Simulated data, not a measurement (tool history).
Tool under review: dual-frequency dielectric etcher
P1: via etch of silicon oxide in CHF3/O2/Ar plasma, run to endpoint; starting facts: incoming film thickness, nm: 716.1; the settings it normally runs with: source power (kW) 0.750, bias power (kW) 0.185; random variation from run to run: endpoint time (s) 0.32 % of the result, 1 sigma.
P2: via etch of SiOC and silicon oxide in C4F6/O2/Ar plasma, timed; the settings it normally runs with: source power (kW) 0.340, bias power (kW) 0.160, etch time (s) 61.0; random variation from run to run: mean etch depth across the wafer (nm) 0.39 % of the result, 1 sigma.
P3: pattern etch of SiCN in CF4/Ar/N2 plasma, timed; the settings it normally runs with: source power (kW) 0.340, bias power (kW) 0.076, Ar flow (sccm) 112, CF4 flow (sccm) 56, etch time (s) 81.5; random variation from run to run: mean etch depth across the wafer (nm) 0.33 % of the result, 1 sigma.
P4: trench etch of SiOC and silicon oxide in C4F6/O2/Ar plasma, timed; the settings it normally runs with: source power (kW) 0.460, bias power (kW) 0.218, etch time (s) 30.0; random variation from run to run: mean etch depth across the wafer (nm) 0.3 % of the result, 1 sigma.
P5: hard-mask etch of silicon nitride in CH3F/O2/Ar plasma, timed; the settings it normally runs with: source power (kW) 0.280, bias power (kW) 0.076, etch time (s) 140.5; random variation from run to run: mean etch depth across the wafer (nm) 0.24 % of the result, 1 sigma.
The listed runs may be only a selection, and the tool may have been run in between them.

run	day	process that ran	source power (kW)	bias power (kW)	etch time (s)	Ar flow (sccm)	CF4 flow (sccm)	hours since the last wet clean	hours since the last source power generator calibration	hours since the last bias power generator calibration	endpoint time (s)	mean etch depth across the wafer (nm)
1	0.192	P1	0.750	0.185				308.4	1065.5	1451.2	328.28	
2	0.412	P2	0.340	0.160	61.0			313.7	1070.8	1456.5		61.736
3	0.625	P1	0.750	0.185				318.8	1075.9	1461.6	327.67	
4	0.771	P3	0.340	0.076	81.5	112	37	322.3	1079.4	1465.1		50.625
5	0.971	P5	0.280	0.048	140.5			327.1	1084.2	1469.9		75.402
6	1.104	P3	0.340	0.076	46.5	112	56	330.3	1087.4	1473.1		30.537
7	1.333	P1	0.990	0.216				335.8	1092.9	1478.6	279.80	
8	1.542	P5	0.360	0.076	140.5			340.8	1097.9	1483.6		96.884
9	1.658	P4	0.460	0.218	30.0			343.6	1100.7	1486.4		64.965
10	1.854	P4	0.590	0.218	30.0			348.3	1105.4	1491.1		71.313
11	2.012	P5	0.280	0.076	184.0			352.1	1109.2	1494.9		115.180
12	2.117	P1	1.020	0.185				354.6	1111.7	1497.4	292.34	
13	2.229	P3	0.340	0.044	81.5	112	56	357.3	1114.4	1500.1		44.143
14	2.446	P1	0.750	0.135				362.5	1119.6	1505.3	362.86	
15	2.633	P5	0.280	0.076	140.5			367.0	1124.1	1509.8		88.021
16	2.833	P1	0.750	0.185				371.8	1128.9	1514.6	327.64	
17	2.975	P4	0.460	0.218	30.0			375.2	1132.3	1518.0		64.718
18	3.121	P4	0.460	0.218	21.0			378.7	1135.8	1521.5		45.172
19	3.288	P1	0.750	0.218				382.7	1139.8	1525.5	309.38	
20	3.421	P1	0.750	0.185				385.9	1143.0	1528.7	327.36	
21	3.567	P2	0.340	0.160	79.0			389.4	1146.5	1532.2		79.685
22	3.667	P2	0.340	0.099	61.0			391.8	1148.9	1534.6		53.248
23	3.792	P3	0.340	0.076	81.5	112	56	394.8	1151.9	1537.6		53.622
24	3.988	P1	0.570	0.123				399.5	1156.6	1542.3	416.53	
# day 4.071: bias power generator calibrated
25	4.196	P4	0.460	0.277	30.0			404.5	1161.6	3.0		70.226
26	4.421	P2	0.460	0.160	61.0			409.9	1167.0	8.4		69.098
27	4.542	P1	0.530	0.185				412.8	1169.9	11.3	375.77	
28	4.642	P1	0.750	0.185				415.2	1172.3	13.7	328.86	
29	4.812	P3	0.340	0.076	81.5	77	56	419.3	1176.4	17.8		56.830
30	4.912	P3	0.240	0.076	81.5	112	56	421.7	1178.8	20.2		39.505
31	5.088	P1	0.750	0.185				425.9	1183.0	24.4	326.99	
32	5.292	P2	0.340	0.160	61.0			430.8	1187.9	29.3		61.450
33	5.512	P1	0.750	0.185				436.1	1193.2	34.6	327.77	
34	5.679	P1	0.750	0.185				440.1	1197.2	38.6	324.38	
35	5.871	P1	0.750	0.185				444.7	1201.8	43.2	322.81	
36	6.067	P1	0.750	0.185				449.4	1206.5	47.9	323.51	
# day 6.183: wet clean of the chamber
37	6.262	P1	0.750	0.185				1.9	1211.2	52.6	323.05	
38	6.454	P1	0.750	0.185				6.5	1215.8	57.2	324.40	
39	6.658	P1	0.750	0.185				11.4	1220.7	62.1	321.89	

Something has made what P1 gives creep away from where it was; the 2 causes below, each at its own stated size, fit the log equally well:
A: bias power that arrives over what is set, % = 4.95
B: source power that arrives over what is set, % = 4.3
The onset of the drift is placed at about day 5.512.
Why every other cause is out:
chamber walls in a state that raises the etch rate, %: maintenance at day 6.183, after the shift began, did not return the process to its former output

Each of the check runs listed below is run on 2 wafers and reports their average, with the results left as question marks. Pick the one under which the possible causes would lead to clearly different results.
check 1	6.862	P4	0.460	0.274	30.0							?
check 2	6.862	P2	0.430	0.160	61.0							?
check 3	6.862	P3	0.340	0.051	51.5	112	56					?
check 4	6.862	P5	0.280	0.063	183.0							?

What every check run would give for each of its results, assuming each possible cause in turn:
check	result	if A	if B
check 1	mean etch depth across the wafer (nm)	71.130	71.095
check 2	mean etch depth across the wafer (nm)	68.547	68.636
check 3	mean etch depth across the wafer (nm)	29.866	30.471
check 4	mean etch depth across the wafer (nm)	109.390	109.320
Per-check spread between the two closest causes, in the result where they differ most: check 1 0.05 %; check 2 0.13 %; check 3 2.01 %; check 4 0.07 %
Only in check 3 would the causes give clearly different results; in the remaining checks their results would be nearly the same.

Running check 3 produced the following: mean etch depth across the wafer (nm) 29.863. Which one of the listed causes fits?

It was cause A: bias power that arrives over what is set, %.
